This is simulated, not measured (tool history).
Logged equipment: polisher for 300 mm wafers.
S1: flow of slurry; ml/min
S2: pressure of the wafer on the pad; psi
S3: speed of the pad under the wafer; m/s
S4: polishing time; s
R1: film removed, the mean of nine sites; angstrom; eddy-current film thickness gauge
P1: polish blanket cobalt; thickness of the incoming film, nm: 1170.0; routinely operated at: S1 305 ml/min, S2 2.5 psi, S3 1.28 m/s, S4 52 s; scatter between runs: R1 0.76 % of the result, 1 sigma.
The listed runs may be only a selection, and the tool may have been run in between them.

run   hour   S1   S2    S3  S4      R1
  1    9.5  305  2.5  1.28  52  4665.5
  2   20.4  305  2.5  1.28  52  4716.2
  3   30.7  305  2.5  1.96  52  7189.7
  4   41.2  305  2.5  1.28  52  4737.1
  5   50.1  405  2.5  1.28  33  3022.7
  6   60.0  195  2.5  1.28  52  4481.8
  7   75.3  305  2.5  1.28  52  4690.0
  8   88.1  305  1.4  1.28  33  1660.2
  9  104.7  305  2.5  1.28  52  4726.1
 10  114.1  390  2.5  1.28  52  4792.8
 11  123.9  305  3.5  1.28  52  6608.9
 12  135.8  305  1.3  1.28  52  2462.9
 13  149.8  305  2.5  1.28  72  6505.5
 14  164.0  305  2.5  0.98  30  2049.2
 15  175.0  305  2.5  0.62  52  2256.4
 16  185.2  305  2.5  1.28  33  3039.1
 17  196.6  305  2.5  1.28  52  4674.6
 18  211.5  305  2.5  1.28  52  4561.1
 19  227.4  305  2.5  1.28  52  4523.6
 20  235.9  305  2.5  1.28  52  4540.1
     249.2  -- head pressure recalibrated
 21  251.6  305  2.5  1.28  52  4491.2
 22  262.4  305  2.5  1.28  52  4510.5
 23  271.0  305  2.5  1.28  52  4477.6
 24  278.8  305  2.5  1.28  52  4443.7
 25  287.6  305  2.5  1.28  52  4435.6

What P1 gives has crept off from where it sat before. The 2 causes that follow fit the log equally well, each at the size noted:
A: removal rate lost through wear of the pad, % = 4.76
B: slurry flow missing at the pad, % = 36
Onset of the creep was near hour 196.6.
Each remaining cause and why it is not a fit:
head's pressure below its setpoint, %: serviced at hour 249.2, which brought nothing back

Which of the check runs below tells the causes apart, meaning the causes would give it clearly different results? Each run uses 5 wafers whose results are averaged, and each result is shown as a question mark.
check 1  296.4  305  2.5  1.54  52   ?
check 2  296.4  305  1.5  1.62  52   ?
check 3  296.4  200  2.5  1.28  52   ?
check 4  296.4  305  1.8  1.28  52   ?

Expected result of each check under each candidate cause:
  check  result    if A    if B
check 1      R1  5380.6  5380.4
check 2      R1  3396.0  3396.0
check 3      R1  4272.9  4172.6
check 4      R1  3220.0  3219.9
Minimum pairwise separation of causes per check, each pair taken at its best-separating result: check 1 0 %; check 2 0 %; check 3 2.38 %; check 4 0 %
Check 3 distinguishes between the causes, while the remaining checks would return nearly the same result for all of them.

After running check 3, the following was obtained: R1 4252.3 angstrom. Which cause does this point to?

It was cause A: removal rate lost through wear of the pad, %.

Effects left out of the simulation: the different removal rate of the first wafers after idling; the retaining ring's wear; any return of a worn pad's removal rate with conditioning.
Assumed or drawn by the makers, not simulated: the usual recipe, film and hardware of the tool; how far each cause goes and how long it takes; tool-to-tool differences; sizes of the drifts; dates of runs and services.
